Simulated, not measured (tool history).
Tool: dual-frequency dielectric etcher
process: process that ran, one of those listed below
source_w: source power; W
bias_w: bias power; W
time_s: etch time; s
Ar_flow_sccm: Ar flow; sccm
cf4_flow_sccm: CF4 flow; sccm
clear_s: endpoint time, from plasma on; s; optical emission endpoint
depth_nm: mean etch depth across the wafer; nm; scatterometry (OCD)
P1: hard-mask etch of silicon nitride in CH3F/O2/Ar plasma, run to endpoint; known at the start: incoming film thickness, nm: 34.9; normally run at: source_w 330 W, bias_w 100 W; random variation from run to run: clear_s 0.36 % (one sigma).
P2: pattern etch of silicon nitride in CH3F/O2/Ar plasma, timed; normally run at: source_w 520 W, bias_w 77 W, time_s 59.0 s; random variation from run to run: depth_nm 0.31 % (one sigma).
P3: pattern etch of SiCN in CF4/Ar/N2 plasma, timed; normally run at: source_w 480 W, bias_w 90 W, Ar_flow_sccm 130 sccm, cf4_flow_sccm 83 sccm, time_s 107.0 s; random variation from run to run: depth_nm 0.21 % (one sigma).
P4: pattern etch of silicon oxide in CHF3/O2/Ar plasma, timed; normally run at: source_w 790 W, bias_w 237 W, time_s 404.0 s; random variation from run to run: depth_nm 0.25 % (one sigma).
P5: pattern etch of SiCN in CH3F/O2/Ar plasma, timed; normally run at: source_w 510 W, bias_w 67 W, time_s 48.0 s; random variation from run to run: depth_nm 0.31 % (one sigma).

run	hour	process	source_w	bias_w	time_s	Ar_flow_sccm	cf4_flow_sccm	hours since the last wet clean	hours since the last source power generator calibration	hours since the last bias power generator calibration	clear_s	depth_nm
1	8.0	P1	330	100				373.3	3232.3	1542.9	48.558	
2	17.2	P4	790	237	404.0			382.5	3241.5	1552.1		958.440
3	25.6	P3	480	90	107.0	130	101	390.9	3249.9	1560.5		108.430
4	37.9	P5	510	67	35.0			403.2	3262.2	1572.8		14.031
5	43.7	P1	240	76				409.0	3268.0	1578.6	60.125	
6	51.4	P1	330	100				416.7	3275.7	1586.3	48.498	
7	58.6	P2	520	77	32.5			423.9	3282.9	1593.5		25.843
8	68.4	P2	520	77	59.0			433.7	3292.7	1603.3		46.737
9	79.8	P3	480	90	107.0	93	83	445.1	3304.1	1614.7		110.840
10	91.3	P1	260	100				456.6	3315.6	1626.2	52.686	
11	99.6	P1	330	100				464.9	3323.9	1634.5	48.248	
12	106.5	P1	330	100				471.8	3330.8	1641.4	48.278	
13	115.8	P2	520	105	59.0			481.1	3340.1	1650.7		52.268
14	124.5	P1	330	135				489.8	3348.8	1659.4	43.106	
15	129.9	P4	790	237	516.5			495.2	3354.2	1664.8		1218.200
16	135.3	P1	270	120				500.6	3359.6	1670.2	48.654	
17	143.4	P3	670	90	107.0	130	83	508.7	3367.7	1678.3		141.350
18	152.9	P4	790	170	404.0			518.2	3377.2	1687.8		854.360
19	159.7	P2	310	77	59.0			525.0	3384.0	1694.6		38.381
20	165.8	P1	330	100				531.1	3390.1	1700.7	48.485	
21	176.9	P1	440	78				542.2	3401.2	1711.8	47.322	
22	187.8	P5	510	67	48.0			553.1	3412.1	1722.7		19.270
23	199.3	P3	480	90	83.0	130	83	564.6	3423.6	1734.2		82.480
24	210.7	P5	510	42	48.0			576.0	3435.0	1745.6		16.441
25	216.4	P2	520	77	59.0			581.7	3440.7	1751.3		46.799
26	224.7	P3	480	60	107.0	130	83	590.0	3449.0	1759.6		91.746
27	235.4	P1	460	100				600.7	3459.7	1770.3	42.895	
28	247.2	P4	790	237	404.0			612.5	3471.5	1782.1		955.810
29	257.0	P3	480	90	107.0	130	83	622.3	3481.3	1791.9		105.830
30	265.0	P4	600	237	404.0			630.3	3489.3	1799.9		859.980
31	275.3	P5	330	67	48.0			640.6	3499.6	1810.2		16.257
32	287.6	P1	330	80				652.9	3511.9	1822.5	52.494	
33	297.8	P1	330	100				663.1	3522.1	1832.7	48.616	
34	310.0	P1	330	100				675.3	3534.3	1844.9	48.631	
35	320.9	P1	330	100				686.2	3545.2	1855.8	48.966	
# hour 330.7: wet clean of the chamber
36	332.4	P1	330	100				1.7	3556.7	1867.3	49.244	
37	342.1	P1	330	100				11.4	3566.4	1877.0	49.200	
38	353.0	P1	330	100				22.3	3577.3	1887.9	49.055	
39	359.2	P1	330	100				28.5	3583.5	1894.1	49.313	
40	370.5	P1	330	100				39.8	3594.8	1905.4	49.099	

What P1 gives has crept away from where it was. These 2 causes fit the log equally well, each at the size given:
A: bias power that arrives under what is set, % = 4.81
B: source power that arrives under what is set, % = 4.8
The creep began at about hour 297.8.
Why every other cause is out:
chamber walls in a state that lowers the etch rate, %: serviced at hour 330.7, which brought nothing back

4 check runs are offered, one wafer each, their results left as question marks. Which one tells the causes apart?
check 1	381.8	P3	480	90	107.0	130	83					?
check 2	381.8	P4	790	237	404.0							?
check 3	381.8	P2	520	77	59.0							?
check 4	381.8	P5	510	67	48.0							?

What each check would give under each cause:
check	result	if A	if B
check 1	depth_nm	104.050	101.480
check 2	depth_nm	939.560	938.120
check 3	depth_nm	45.956	45.865
check 4	depth_nm	18.865	18.828
How far apart the two closest causes lie, in the result that separates them most: check 1 2.5 %; check 2 0.15 %; check 3 0.2 %; check 4 0.2 %
Only check 1 tells the causes apart: in the others they would give nearly the same result.

Then check 1 was run and gave: depth_nm 104.020 nm. Which cause is it?

It is A: bias power that arrives under what is set, %.
